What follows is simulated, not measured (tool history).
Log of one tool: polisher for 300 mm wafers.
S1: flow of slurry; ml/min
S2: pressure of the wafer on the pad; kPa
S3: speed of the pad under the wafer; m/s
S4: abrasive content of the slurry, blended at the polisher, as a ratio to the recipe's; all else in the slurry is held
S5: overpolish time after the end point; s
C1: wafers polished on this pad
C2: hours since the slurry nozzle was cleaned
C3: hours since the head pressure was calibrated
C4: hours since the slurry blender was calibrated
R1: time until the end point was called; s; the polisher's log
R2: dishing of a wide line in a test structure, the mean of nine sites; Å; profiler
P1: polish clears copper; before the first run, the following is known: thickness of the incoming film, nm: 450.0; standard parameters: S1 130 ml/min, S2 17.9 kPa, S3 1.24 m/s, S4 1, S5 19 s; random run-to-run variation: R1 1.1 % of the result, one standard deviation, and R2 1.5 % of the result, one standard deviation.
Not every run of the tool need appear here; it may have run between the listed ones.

Run 1, hour 10.1: S1 130 ml/min, S2 17.9 kPa, S3 1.24 m/s, S4 1, S5 19 s; C1 564; C2 145.5; C3 418.6; C4 46.9. Result: R1 122.02 s, R2 435.62 Å.
Run 2, hour 21.1: S1 80 ml/min, S2 17.9 kPa, S3 1.24 m/s, S4 1, S5 19 s; C1 657; C2 156.5; C3 429.6; C4 57.9. Result: R1 137.34 s, R2 399.52 Å.
Run 3, hour 33.9: S1 195 ml/min, S2 17.9 kPa, S3 1.24 m/s, S4 1, S5 19 s; C1 765; C2 169.3; C3 442.4; C4 70.7. Result: R1 114.71 s, R2 456.78 Å.
Run 4, hour 48.6: S1 160 ml/min, S2 13.1 kPa, S3 1.24 m/s, S4 1, S5 19 s; C1 889; C2 184; C3 457.1; C4 85.4. Result: R1 163.32 s, R2 350.99 Å.
Run 5, hour 57.1: S1 130 ml/min, S2 17.9 kPa, S3 1.24 m/s, S4 1.45, S5 19 s; C1 961; C2 192.5; C3 465.6; C4 93.9. Result: R1 114.03 s, R2 456.76 Å.
Run 6, hour 65: S1 130 ml/min, S2 17.9 kPa, S3 1.24 m/s, S4 1, S5 19 s; C1 1027; C2 200.4; C3 473.5; C4 101.8. Result: R1 120.45 s, R2 427.87 Å.
At hour 73.3: slurry nozzle cleaned.
Run 7, hour 79: S1 130 ml/min, S2 17.9 kPa, S3 1.86 m/s, S4 1, S5 6 s; C1 1145; C2 5.7; C3 487.5; C4 115.8. Result: R1 82.419 s, R2 243.15 Å.
Run 8, hour 89.8: S1 130 ml/min, S2 17.9 kPa, S3 1.24 m/s, S4 1, S5 28 s; C1 1236; C2 16.5; C3 498.3; C4 126.6. Result: R1 120.07 s, R2 572.75 Å.
Run 9, hour 97.8: S1 130 ml/min, S2 17.9 kPa, S3 1.24 m/s, S4 1, S5 19 s; C1 1304; C2 24.5; C3 506.3; C4 134.6. Result: R1 123.7 s, R2 426.49 Å.
Run 10, hour 108.2: S1 130 ml/min, S2 17.9 kPa, S3 1.24 m/s, S4 1, S5 19 s; C1 1392; C2 34.9; C3 516.7; C4 145. Result: R1 121.28 s, R2 432.63 Å.
Run 11, hour 122.9: S1 130 ml/min, S2 17.9 kPa, S3 1.24 m/s, S4 1, S5 6 s; C1 1516; C2 49.6; C3 531.4; C4 159.7. Result: R1 122.52 s, R2 171.66 Å.
Run 12, hour 130.8: S1 130 ml/min, S2 24.8 kPa, S3 1.24 m/s, S4 1, S5 19 s; C1 1582; C2 57.5; C3 539.3; C4 167.6. Result: R1 87.121 s, R2 563.88 Å.
Run 13, hour 145.3: S1 165 ml/min, S2 17.9 kPa, S3 1.56 m/s, S4 1, S5 19 s; C1 1705; C2 72; C3 553.8; C4 182.1. Result: R1 93.694 s, R2 532.28 Å.
Run 14, hour 160: S1 130 ml/min, S2 9.7 kPa, S3 1.24 m/s, S4 1, S5 19 s; C1 1829; C2 86.7; C3 568.5; C4 196.8. Result: R1 225.21 s, R2 261.74 Å.
Run 15, hour 167.2: S1 130 ml/min, S2 17.9 kPa, S3 0.7 m/s, S4 1, S5 19 s; C1 1889; C2 93.9; C3 575.7; C4 204. Result: R1 213.46 s, R2 268.2 Å.
Run 16, hour 174.6: S1 130 ml/min, S2 17.9 kPa, S3 1.24 m/s, S4 0.55, S5 19 s; C1 1952; C2 101.3; C3 583.1; C4 211.4. Result: R1 136.64 s, R2 394.23 Å.
Run 17, hour 188.2: S1 130 ml/min, S2 17.9 kPa, S3 1.66 m/s, S4 1, S5 19 s; C1 2066; C2 114.9; C3 596.7; C4 225. Result: R1 93.152 s, R2 530.83 Å.

Run 18, settings as shown, results not yet in. Your forecast:
Run 18, hour 200.7: S1 130 ml/min, S2 17.9 kPa, S3 1.24 m/s, S4 1, S5 19 s; C1 2172; C2 127.4; C3 609.2; C4 237.5. Result: R1 ?, R2 ?.

Run 18 produced R1 119.1 s, R2 429.81 Å.

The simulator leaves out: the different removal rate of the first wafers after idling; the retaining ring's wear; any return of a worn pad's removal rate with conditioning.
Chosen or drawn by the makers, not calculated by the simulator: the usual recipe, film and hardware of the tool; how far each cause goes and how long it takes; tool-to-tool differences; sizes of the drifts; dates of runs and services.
